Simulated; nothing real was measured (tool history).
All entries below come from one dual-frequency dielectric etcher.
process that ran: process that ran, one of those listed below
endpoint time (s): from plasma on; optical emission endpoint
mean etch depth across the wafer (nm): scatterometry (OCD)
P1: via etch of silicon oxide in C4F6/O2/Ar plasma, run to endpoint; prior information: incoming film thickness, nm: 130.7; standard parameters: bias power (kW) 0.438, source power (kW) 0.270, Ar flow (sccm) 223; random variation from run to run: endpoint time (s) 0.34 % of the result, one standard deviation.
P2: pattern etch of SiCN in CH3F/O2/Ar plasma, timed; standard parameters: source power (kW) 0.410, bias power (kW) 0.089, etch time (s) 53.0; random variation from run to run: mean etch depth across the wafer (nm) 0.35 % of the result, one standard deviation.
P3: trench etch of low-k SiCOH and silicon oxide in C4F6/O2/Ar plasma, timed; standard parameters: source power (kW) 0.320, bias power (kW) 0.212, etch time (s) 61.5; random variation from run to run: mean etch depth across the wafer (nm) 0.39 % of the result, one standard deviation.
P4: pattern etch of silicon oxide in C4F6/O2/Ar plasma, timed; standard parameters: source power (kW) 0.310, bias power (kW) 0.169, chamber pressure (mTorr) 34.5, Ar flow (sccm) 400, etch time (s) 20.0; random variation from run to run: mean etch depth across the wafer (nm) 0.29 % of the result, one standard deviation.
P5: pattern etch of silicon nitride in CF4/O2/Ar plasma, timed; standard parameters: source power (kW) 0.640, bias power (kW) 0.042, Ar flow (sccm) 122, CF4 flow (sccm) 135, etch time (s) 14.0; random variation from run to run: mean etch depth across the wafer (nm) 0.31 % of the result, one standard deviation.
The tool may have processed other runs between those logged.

run,day,process that ran,bias power (kW),source power (kW),Ar flow (sccm),chamber pressure (mTorr),etch time (s),CF4 flow (sccm),hours since the last wet clean,hours since the last bias power generator calibration,hours since the last source power generator calibration,hours since the last Ar flow controller change,endpoint time (s),mean etch depth across the wafer (nm)
1,0.108,P1,0.438,0.270,223,,,,243.7,1128.3,1551.0,528.3,35.250,
2,0.208,P4,0.169,0.420,400,34.5,20.0,,246.1,1130.7,1553.4,530.7,,61.191
3,0.379,P5,0.042,0.640,122,,14.0,135,250.2,1134.8,1557.5,534.8,,31.450
4,0.479,P3,0.212,0.320,,,61.5,,252.6,1137.2,1559.9,537.2,,193.160
5,0.592,P3,0.212,0.320,,,91.5,,255.3,1139.9,1562.6,539.9,,287.890
6,0.758,P5,0.042,0.640,148,,14.0,135,259.3,1143.9,1566.6,543.9,,30.524
7,0.883,P4,0.169,0.310,400,43.5,20.0,,262.3,1146.9,1569.6,546.9,,52.931
8,1.025,P4,0.169,0.310,400,34.5,20.0,,265.7,1150.3,1573.0,550.3,,54.319
# day 1.179: bias power generator calibrated
9,1.200,P5,0.052,0.640,122,,14.0,135,269.9,0.5,1577.2,554.5,,33.764
10,1.279,P1,0.579,0.270,223,,,,271.8,2.4,1579.1,556.4,31.625,
11,1.388,P1,0.438,0.270,223,,,,274.4,5.0,1581.7,559.0,35.302,
12,1.521,P1,0.438,0.270,223,,,,277.6,8.2,1584.9,562.2,35.444,
13,1.654,P1,0.346,0.270,223,,,,280.8,11.4,1588.1,565.4,38.622,
14,1.792,P4,0.169,0.310,400,34.5,26.5,,284.1,14.7,1591.4,568.7,,72.065
15,1.938,P5,0.042,0.450,122,,14.0,135,287.6,18.2,1594.9,572.2,,22.985
16,2.079,P2,0.055,0.410,,,53.0,,291.0,21.6,1598.3,575.6,,18.329
17,2.238,P3,0.212,0.320,,,61.5,,294.8,25.4,1602.1,579.4,,194.080
18,2.425,P1,0.438,0.350,223,,,,299.3,29.9,1606.6,583.9,31.809,
19,2.592,P3,0.157,0.320,,,61.5,,303.3,33.9,1610.6,587.9,,176.360
20,2.700,P1,0.438,0.270,150,,,,305.9,36.5,1613.2,590.5,33.756,
21,2.879,P1,0.438,0.270,223,,,,310.2,40.8,1617.5,594.8,35.297,
22,2.971,P5,0.042,0.640,122,,18.0,135,312.4,43.0,1619.7,597.0,,40.294
23,3.138,P2,0.089,0.570,,,53.0,,316.4,47.0,1623.7,601.0,,24.429
24,3.217,P4,0.230,0.310,400,34.5,20.0,,318.3,48.9,1625.6,602.9,,60.114
25,3.392,P1,0.438,0.270,312,,,,322.5,53.1,1629.8,607.1,36.863,
26,3.525,P2,0.089,0.410,,,53.0,,325.7,56.3,1633.0,610.3,,21.718
27,3.625,P3,0.212,0.400,,,61.5,,328.1,58.7,1635.4,612.7,,209.810
28,3.721,P2,0.089,0.410,,,30.0,,330.4,61.0,1637.7,615.0,,12.355
29,3.821,P5,0.042,0.640,122,,14.0,184,332.8,63.4,1640.1,617.4,,32.432
30,4.000,P1,0.438,0.170,223,,,,337.1,67.7,1644.4,621.7,42.053,
31,4.142,P1,0.438,0.180,267,,,,340.5,71.1,1647.8,625.1,41.672,
32,4.308,P1,0.438,0.270,223,,,,344.5,75.1,1651.8,629.1,35.362,
33,4.492,P4,0.169,0.310,476,34.5,20.0,,348.9,79.5,1656.2,633.5,,52.990
34,4.617,P1,0.438,0.270,223,,,,351.9,82.5,1659.2,636.5,35.432,
35,4.733,P1,0.438,0.270,223,,,,354.7,85.3,1662.0,639.3,35.426,
36,4.825,P1,0.438,0.270,223,,,,356.9,87.5,1664.2,641.5,35.539,
37,4.908,P1,0.438,0.270,223,,,,358.9,89.5,1666.2,643.5,35.799,
38,5.083,P1,0.438,0.270,223,,,,363.1,93.7,1670.4,647.7,35.661,
39,5.204,P1,0.438,0.270,223,,,,366.0,96.6,1673.3,650.6,35.738,
40,5.362,P1,0.438,0.270,223,,,,369.8,100.4,1677.1,654.4,35.949,
# day 5.392: wet clean of the chamber
41,5.529,P1,0.438,0.270,223,,,,3.4,104.4,1681.1,658.4,35.965,
42,5.633,P1,0.438,0.270,223,,,,5.9,106.9,1683.6,660.9,35.811,
43,5.750,P1,0.438,0.270,223,,,,8.7,109.7,1686.4,663.7,36.184,

Something has made what P1 gives creep away from where it was; the 2 causes below, each at its own stated size, fit the log equally well:
A: bias power that arrives under what is set, % = 4.83
B: source power that arrives under what is set, % = 4.89
The creep began at about day 4.617.
Every other cause this tool's parts could produce, and why it does not fit the log:
chamber walls in a state that lowers the etch rate, %: serviced at day 5.392, after the change had begun; the process did not return to its earlier output
Ar flow that arrives over what is set, %: cannot exceed 8; that much would move endpoint time (s) by +0.9 %, which falls short of the creep or goes against it

Each of the 4 check runs below uses one wafer; its results are left as question marks. Which run tells the causes apart?
check 1,5.867,P4,0.169,0.310,400,34.5,20.0,,,,,,,?
check 2,5.867,P5,0.042,0.640,122,,14.0,135,,,,,,?
check 3,5.867,P2,0.089,0.410,,,53.0,,,,,,,?
check 4,5.867,P3,0.212,0.320,,,61.5,,,,,,,?

What every check run would give for each of its results, assuming each possible cause in turn:
check,result,if A,if B
check 1,mean etch depth across the wafer (nm),53.388,53.183
check 2,mean etch depth across the wafer (nm),30.780,29.961
check 3,mean etch depth across the wafer (nm),21.347,21.337
check 4,mean etch depth across the wafer (nm),189.930,189.380
Per-check spread between the two closest causes, in the result where they differ most: check 1 0.38 %; check 2 2.7 %; check 3 0.05 %; check 4 0.29 %
Check 2 is the one run that separates the causes; every other check would come out nearly the same whichever cause is at work.

Check 2 was then run and gave: mean etch depth across the wafer (nm) 30.044. Which cause is it?

B is the cause: source power that arrives under what is set, %.

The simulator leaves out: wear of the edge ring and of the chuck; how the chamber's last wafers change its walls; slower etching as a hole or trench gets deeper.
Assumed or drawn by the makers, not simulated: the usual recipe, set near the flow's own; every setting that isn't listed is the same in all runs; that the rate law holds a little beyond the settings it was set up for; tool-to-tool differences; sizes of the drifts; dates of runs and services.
